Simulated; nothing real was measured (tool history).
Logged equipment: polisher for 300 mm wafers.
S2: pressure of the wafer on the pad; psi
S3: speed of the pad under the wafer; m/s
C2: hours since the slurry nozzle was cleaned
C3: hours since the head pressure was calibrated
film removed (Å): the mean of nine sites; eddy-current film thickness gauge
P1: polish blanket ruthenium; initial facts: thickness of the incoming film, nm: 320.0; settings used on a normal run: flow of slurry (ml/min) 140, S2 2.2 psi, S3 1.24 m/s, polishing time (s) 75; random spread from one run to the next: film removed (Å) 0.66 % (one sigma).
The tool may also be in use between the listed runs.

{"run": 1, "hour": 16.1, "flow of slurry (ml/min)": 140, "S2": 2.2, "S3": 1.24, "polishing time (s)": 75, "wafers polished on this pad": 718, "C2": 456.5, "C3": 176.8, "film removed (Å)": 1216.8}
{"run": 2, "hour": 25.4, "flow of slurry (ml/min)": 85, "S2": 2.2, "S3": 1.24, "polishing time (s)": 75, "wafers polished on this pad": 822, "C2": 465.8, "C3": 186.1, "film removed (Å)": 1098.4}
{"run": 3, "hour": 36.1, "flow of slurry (ml/min)": 140, "S2": 2.2, "S3": 1.24, "polishing time (s)": 75, "wafers polished on this pad": 942, "C2": 476.5, "C3": 196.8, "film removed (Å)": 1213.9}
{"run": 4, "hour": 53.6, "flow of slurry (ml/min)": 140, "S2": 2.2, "S3": 1.24, "polishing time (s)": 75, "wafers polished on this pad": 1137, "C2": 494.0, "C3": 214.3, "film removed (Å)": 1207.4}
{"run": 5, "hour": 67.8, "flow of slurry (ml/min)": 140, "S2": 2.2, "S3": 1.7, "polishing time (s)": 49, "wafers polished on this pad": 1296, "C2": 508.2, "C3": 228.5, "film removed (Å)": 1104.7}
{"hour": 74.8, "done": "slurry nozzle cleaned"}
{"run": 6, "hour": 76.1, "flow of slurry (ml/min)": 140, "S2": 2.2, "S3": 1.24, "polishing time (s)": 109, "wafers polished on this pad": 1389, "C2": 1.4, "C3": 236.8, "film removed (Å)": 1788.0}
{"run": 7, "hour": 86.6, "flow of slurry (ml/min)": 140, "S2": 1.2, "S3": 1.24, "polishing time (s)": 75, "wafers polished on this pad": 1506, "C2": 11.9, "C3": 247.3, "film removed (Å)": 671.71}
{"run": 8, "hour": 100.5, "flow of slurry (ml/min)": 140, "S2": 2.2, "S3": 1.24, "polishing time (s)": 75, "wafers polished on this pad": 1661, "C2": 25.8, "C3": 261.2, "film removed (Å)": 1225.0}
{"run": 9, "hour": 114.1, "flow of slurry (ml/min)": 140, "S2": 2.9, "S3": 1.24, "polishing time (s)": 75, "wafers polished on this pad": 1813, "C2": 39.4, "C3": 274.8, "film removed (Å)": 1632.6}
{"run": 10, "hour": 125.1, "flow of slurry (ml/min)": 140, "S2": 2.2, "S3": 0.62, "polishing time (s)": 75, "wafers polished on this pad": 1936, "C2": 50.4, "C3": 285.8, "film removed (Å)": 613.52}
{"run": 11, "hour": 142.2, "flow of slurry (ml/min)": 140, "S2": 2.2, "S3": 1.88, "polishing time (s)": 75, "wafers polished on this pad": 2127, "C2": 67.5, "C3": 302.9, "film removed (Å)": 1851.4}
{"run": 12, "hour": 152.1, "flow of slurry (ml/min)": 140, "S2": 2.2, "S3": 1.24, "polishing time (s)": 37, "wafers polished on this pad": 2238, "C2": 77.4, "C3": 312.8, "film removed (Å)": 595.13}
{"run": 13, "hour": 166.4, "flow of slurry (ml/min)": 205, "S2": 2.2, "S3": 1.24, "polishing time (s)": 75, "wafers polished on this pad": 2397, "C2": 91.7, "C3": 327.1, "film removed (Å)": 1298.2}

For run 14, what comes out?
{"run": 14, "hour": 176.9, "flow of slurry (ml/min)": 140, "S2": 2.2, "S3": 1.24, "polishing time (s)": 75, "wafers polished on this pad": 2515, "C2": 102.2, "C3": 337.6, "film removed (Å)": "?"}

{"run 14": {"film removed (Å)": 1222.2}}

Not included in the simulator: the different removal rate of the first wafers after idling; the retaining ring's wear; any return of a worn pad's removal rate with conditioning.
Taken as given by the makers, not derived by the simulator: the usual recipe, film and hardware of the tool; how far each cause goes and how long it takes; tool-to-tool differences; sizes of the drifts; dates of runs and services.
